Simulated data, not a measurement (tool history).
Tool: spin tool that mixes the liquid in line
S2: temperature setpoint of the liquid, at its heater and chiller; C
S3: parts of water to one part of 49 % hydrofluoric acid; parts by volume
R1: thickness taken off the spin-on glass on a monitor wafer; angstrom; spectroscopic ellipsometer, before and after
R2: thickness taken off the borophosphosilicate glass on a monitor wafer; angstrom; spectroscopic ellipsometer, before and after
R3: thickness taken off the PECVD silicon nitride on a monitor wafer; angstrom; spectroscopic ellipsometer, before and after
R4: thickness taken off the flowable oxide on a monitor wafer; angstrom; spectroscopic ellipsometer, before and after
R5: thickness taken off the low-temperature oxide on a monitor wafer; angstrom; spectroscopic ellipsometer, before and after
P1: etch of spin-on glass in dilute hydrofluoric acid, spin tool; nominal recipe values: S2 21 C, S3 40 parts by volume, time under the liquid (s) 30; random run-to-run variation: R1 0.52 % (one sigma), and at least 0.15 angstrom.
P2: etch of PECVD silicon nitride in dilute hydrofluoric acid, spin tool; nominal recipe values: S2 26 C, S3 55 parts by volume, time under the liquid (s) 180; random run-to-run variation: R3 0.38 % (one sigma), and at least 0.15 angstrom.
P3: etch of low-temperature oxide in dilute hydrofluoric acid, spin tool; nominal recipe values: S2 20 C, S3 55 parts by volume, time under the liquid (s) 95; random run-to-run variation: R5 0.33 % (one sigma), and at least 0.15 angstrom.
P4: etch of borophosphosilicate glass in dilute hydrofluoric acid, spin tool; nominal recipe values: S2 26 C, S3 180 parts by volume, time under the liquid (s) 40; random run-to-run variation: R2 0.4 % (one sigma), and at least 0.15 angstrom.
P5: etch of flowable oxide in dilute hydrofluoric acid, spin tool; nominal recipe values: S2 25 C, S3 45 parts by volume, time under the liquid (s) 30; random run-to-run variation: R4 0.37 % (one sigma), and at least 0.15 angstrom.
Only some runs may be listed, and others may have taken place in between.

{"run": 1, "hour": 7.0, "process that ran": "P1", "S2": 21, "S3": 40, "time under the liquid (s)": 30, "R1": 263.83}
{"run": 2, "hour": 14.9, "process that ran": "P4", "S2": 20, "S3": 180, "time under the liquid (s)": 40, "R2": 78.742}
{"run": 3, "hour": 24.1, "process that ran": "P2", "S2": 26, "S3": 55, "time under the liquid (s)": 180, "R3": 127.99}
{"run": 4, "hour": 30.5, "process that ran": "P4", "S2": 26, "S3": 180, "time under the liquid (s)": 65, "R2": 161.64}
{"run": 5, "hour": 37.3, "process that ran": "P5", "S2": 25, "S3": 45, "time under the liquid (s)": 30, "R4": 515.74}
{"run": 6, "hour": 43.3, "process that ran": "P1", "S2": 21, "S3": 40, "time under the liquid (s)": 30, "R1": 264.19}
{"run": 7, "hour": 50.8, "process that ran": "P1", "S2": 21, "S3": 20, "time under the liquid (s)": 30, "R1": 547.03}
{"run": 8, "hour": 59.7, "process that ran": "P4", "S2": 26, "S3": 180, "time under the liquid (s)": 40, "R2": 99.373}
{"run": 9, "hour": 69.2, "process that ran": "P1", "S2": 21, "S3": 40, "time under the liquid (s)": 45, "R1": 396.98}
{"run": 10, "hour": 78.4, "process that ran": "P4", "S2": 26, "S3": 180, "time under the liquid (s)": 40, "R2": 99.751}
{"run": 11, "hour": 84.9, "process that ran": "P1", "S2": 21, "S3": 70, "time under the liquid (s)": 30, "R1": 145.64}
{"run": 12, "hour": 92.9, "process that ran": "P2", "S2": 32.5, "S3": 55, "time under the liquid (s)": 180, "R3": 197.26}
{"run": 13, "hour": 98.5, "process that ran": "P1", "S2": 21, "S3": 40, "time under the liquid (s)": 30, "R1": 264.78}
{"run": 14, "hour": 103.5, "process that ran": "P1", "S2": 17, "S3": 40, "time under the liquid (s)": 30, "R1": 223.01}
{"run": 15, "hour": 109.1, "process that ran": "P2", "S2": 26, "S3": 55, "time under the liquid (s)": 180, "R3": 128.97}
{"run": 16, "hour": 116.4, "process that ran": "P2", "S2": 26, "S3": 95, "time under the liquid (s)": 180, "R3": 75.45}
{"run": 17, "hour": 124.5, "process that ran": "P3", "S2": 20, "S3": 25, "time under the liquid (s)": 95, "R5": 362.78}
{"run": 18, "hour": 129.8, "process that ran": "P5", "S2": 32, "S3": 45, "time under the liquid (s)": 30, "R4": 681.71}
{"run": 19, "hour": 139.5, "process that ran": "P1", "S2": 26, "S3": 40, "time under the liquid (s)": 60, "R1": 653.29}
{"run": 20, "hour": 145.3, "process that ran": "P3", "S2": 20, "S3": 55, "time under the liquid (s)": 15, "R5": 25.01}
{"run": 21, "hour": 152.6, "process that ran": "P5", "S2": 25, "S3": 70, "time under the liquid (s)": 30, "R4": 321.94}
{"run": 22, "hour": 159.1, "process that ran": "P4", "S2": 26, "S3": 40, "time under the liquid (s)": 40, "R2": 532.71}
{"run": 23, "hour": 166.6, "process that ran": "P5", "S2": 25, "S3": 45, "time under the liquid (s)": 50, "R4": 862.34}

Run 24 is up next; what results do you expect?
{"run": 24, "hour": 174.2, "process that ran": "P2", "S2": 26, "S3": 55, "time under the liquid (s)": 280, "R3": "?"}

R3: 201.43 angstrom
